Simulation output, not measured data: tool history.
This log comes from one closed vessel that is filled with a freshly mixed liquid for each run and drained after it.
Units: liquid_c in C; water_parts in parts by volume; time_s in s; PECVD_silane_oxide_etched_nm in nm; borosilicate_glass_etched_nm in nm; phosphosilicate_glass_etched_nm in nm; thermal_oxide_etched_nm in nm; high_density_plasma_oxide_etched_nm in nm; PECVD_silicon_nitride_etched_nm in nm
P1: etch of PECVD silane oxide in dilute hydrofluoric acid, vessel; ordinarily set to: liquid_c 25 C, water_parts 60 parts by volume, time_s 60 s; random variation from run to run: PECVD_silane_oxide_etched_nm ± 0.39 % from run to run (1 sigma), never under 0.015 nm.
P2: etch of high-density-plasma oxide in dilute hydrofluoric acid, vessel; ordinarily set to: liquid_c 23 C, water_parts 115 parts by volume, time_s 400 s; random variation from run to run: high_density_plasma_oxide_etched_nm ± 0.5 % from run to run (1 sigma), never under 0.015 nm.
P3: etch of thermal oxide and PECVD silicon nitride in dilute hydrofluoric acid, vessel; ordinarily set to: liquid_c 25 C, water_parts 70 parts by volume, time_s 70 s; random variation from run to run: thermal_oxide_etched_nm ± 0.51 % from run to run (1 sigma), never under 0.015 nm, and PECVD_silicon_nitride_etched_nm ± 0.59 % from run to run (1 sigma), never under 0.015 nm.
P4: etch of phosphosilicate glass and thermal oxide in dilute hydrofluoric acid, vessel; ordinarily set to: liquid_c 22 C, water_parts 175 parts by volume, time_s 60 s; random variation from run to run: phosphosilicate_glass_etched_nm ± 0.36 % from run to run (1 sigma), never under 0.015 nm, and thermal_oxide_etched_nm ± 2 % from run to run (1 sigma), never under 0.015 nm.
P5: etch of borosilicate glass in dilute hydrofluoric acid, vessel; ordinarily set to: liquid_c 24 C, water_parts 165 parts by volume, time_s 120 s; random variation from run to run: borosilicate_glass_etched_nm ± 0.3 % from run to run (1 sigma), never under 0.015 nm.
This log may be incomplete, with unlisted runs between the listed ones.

| run | hour | process | liquid_c | water_parts | time_s | hours since the thermometer was replaced | hours since the hydrofluoric acid flow meter was replaced | PECVD_silane_oxide_etched_nm | borosilicate_glass_etched_nm | phosphosilicate_glass_etched_nm | thermal_oxide_etched_nm | high_density_plasma_oxide_etched_nm | PECVD_silicon_nitride_etched_nm |
|---|---|---|---|---|---|---|---|---|---|---|---|---|---|
| 1 | 12 | P1 | 25 | 60 | 60 | 296.6 | 491.3 | 53.793 |  |  |  |  |  |
| 2 | 22.1 | P5 | 24 | 45 | 120 | 306.7 | 501.4 |  | 80.384 |  |  |  |  |
| 3 | 34.4 | P1 | 29 | 60 | 60 | 319 | 513.7 | 62.647 |  |  |  |  |  |
| 4 | 50.7 | P4 | 22 | 70 | 60 | 335.3 | 530 |  |  | 97.341 | 3.7452 |  |  |
| 5 | 63.8 | P2 | 23 | 115 | 620 | 348.4 | 543.1 |  |  |  |  | 33.986 |  |
| 6 | 81.4 | P1 | 21.5 | 60 | 60 | 366 | 560.7 | 46.289 |  |  |  |  |  |
| 7 | 94.3 | P5 | 24 | 165 | 120 | 378.9 | 573.6 |  | 19.006 |  |  |  |  |
| 8 | 111 | P1 | 32 | 60 | 85 | 395.6 | 590.3 | 99.511 |  |  |  |  |  |
| 9 | 125.2 | P1 | 25 | 60 | 30 | 409.8 | 604.5 | 26.781 |  |  |  |  |  |
| 10 | 136.3 | P1 | 25 | 20 | 60 | 420.9 | 615.6 | 168.79 |  |  |  |  |  |
| 11 | 147.3 | P5 | 24 | 165 | 120 | 431.9 | 626.6 |  | 18.985 |  |  |  |  |
| 12 | 159.6 | P3 | 25 | 120 | 70 | 444.2 | 638.9 |  |  |  | 2.8249 |  | 3.574 |
| 13 | 172 | P3 | 25 | 70 | 115 | 456.6 | 651.3 |  |  |  | 8.487 |  | 10.072 |
| 14 | 186.6 | P1 | 25 | 105 | 60 | 471.2 | 665.9 | 28.757 |  |  |  |  |  |
| 15 | 199.4 | P5 | 24 | 165 | 60 | 484 | 678.7 |  | 9.4924 |  |  |  |  |
| 16 | 207.4 | P4 | 17 | 175 | 60 | 492 | 686.7 |  |  | 28.603 | 1.0183 |  |  |
|  | 214.1 | hydrofluoric acid flow meter replaced |
| 17 | 219.7 | P2 | 23 | 30 | 400 | 504.3 | 5.7 |  |  |  |  | 94.064 |  |
| 18 | 232.7 | P5 | 19 | 165 | 120 | 517.3 | 18.7 |  | 15.581 |  |  |  |  |
| 19 | 244.9 | P1 | 25 | 60 | 115 | 529.5 | 30.9 | 101.77 |  |  |  |  |  |
| 20 | 253 | P2 | 23 | 115 | 400 | 537.6 | 39 |  |  |  |  | 21.843 |  |
| 21 | 266.6 | P4 | 22 | 175 | 30 | 551.2 | 52.6 |  |  | 17.469 | 0.6197 |  |  |
| 22 | 281 | P3 | 20.5 | 70 | 70 | 565.6 | 67 |  |  |  | 4.2848 |  | 4.5265 |
| 23 | 291.9 | P2 | 27 | 115 | 400 | 576.5 | 77.9 |  |  |  |  | 25.696 |  |
| 24 | 300.3 | P1 | 25 | 60 | 60 | 584.9 | 86.3 | 53.424 |  |  |  |  |  |
| 25 | 308.3 | P1 | 25 | 60 | 60 | 592.9 | 94.3 | 53.702 |  |  |  |  |  |
| 26 | 321.4 | P3 | 25 | 70 | 70 | 606 | 107.4 |  |  |  | 5.0786 |  | 6.1526 |
| 27 | 330.3 | P1 | 25 | 60 | 60 | 614.9 | 116.3 | 53.54 |  |  |  |  |  |
| 28 | 346 | P4 | 22 | 175 | 60 | 630.6 | 132 |  |  | 35.019 | 1.2478 |  |  |
| 29 | 363.2 | P1 | 25 | 60 | 60 | 647.8 | 149.2 | 53.037 |  |  |  |  |  |
| 30 | 372 | P1 | 25 | 60 | 60 | 656.6 | 158 | 52.45 |  |  |  |  |  |
| 31 | 389 | P1 | 25 | 60 | 60 | 673.6 | 175 | 51.15 |  |  |  |  |  |
| 32 | 402 | P1 | 25 | 60 | 60 | 686.6 | 188 | 50.779 |  |  |  |  |  |
| 33 | 419.6 | P1 | 25 | 60 | 60 | 704.2 | 205.6 | 50.193 |  |  |  |  |  |
| 34 | 434.3 | P1 | 25 | 60 | 60 | 718.9 | 220.3 | 50.066 |  |  |  |  |  |
| 35 | 445.2 | P1 | 25 | 60 | 60 | 729.8 | 231.2 | 49.011 |  |  |  |  |  |
| 36 | 454.7 | P1 | 25 | 60 | 60 | 739.3 | 240.7 | 49.217 |  |  |  |  |  |
| 37 | 464.2 | P1 | 25 | 60 | 60 | 748.8 | 250.2 | 49.28 |  |  |  |  |  |
| 38 | 476.8 | P1 | 25 | 60 | 60 | 761.4 | 262.8 | 49.282 |  |  |  |  |  |
| 39 | 490.4 | P1 | 25 | 60 | 60 | 775 | 276.4 | 49.306 |  |  |  |  |  |
| 40 | 508.3 | P1 | 25 | 60 | 60 | 792.9 | 294.3 | 48.936 |  |  |  |  |  |

Compared with where it was, what P1 gives has crept away. Each cause listed below fits the log as well as the rest, at the size given for it:
A: liquid colder than its thermometer reads (K) = 2.01
B: hydrofluoric acid flow below the setpoint (%) = 7.27
The process output started creeping at around hour 363.2.

Each of the 4 check runs below uses one wafer; its results are left as question marks. Which run tells the causes apart?
| check 1 | 526.2 | P4 | 22 | 120 | 60 |  |  |  |  | ? | ? |  |  |
| check 2 | 526.2 | P5 | 24 | 75 | 120 |  |  |  | ? |  |  |  |  |
| check 3 | 526.2 | P3 | 25 | 115 | 105 |  |  |  |  |  | ? |  | ? |
| check 4 | 526.2 | P2 | 23 | 80 | 400 |  |  |  |  |  |  | ? |  |

What each check would give under each cause:
| check | result | if A | if B |
|---|---|---|---|
| check 1 | phosphosilicate_glass_etched_nm | 49.859 | 49.592 |
| check 1 | thermal_oxide_etched_nm | 1.8544 | 1.8444 |
| check 2 | borosilicate_glass_etched_nm | 42.776 | 42.727 |
| check 3 | thermal_oxide_etched_nm | 4.0944 | 4.0628 |
| check 3 | PECVD_silicon_nitride_etched_nm | 4.9211 | 5.2083 |
| check 4 | high_density_plasma_oxide_etched_nm | 30.333 | 30.304 |
Minimum pairwise separation of causes per check, each pair taken at its best-separating result: check 1 0.54 %; check 2 0.11 %; check 3 5.67 %; check 4 0.09 %
The other checks would show nearly matching results whichever cause is true, so check 3 is the only one that separates the causes.

Running check 3 produced the following: thermal_oxide_etched_nm 4.0904 nm; PECVD_silicon_nitride_etched_nm 5.2435 nm. Which one of the listed causes fits?

The correct cause is B, namely: hydrofluoric acid flow below the setpoint (%).
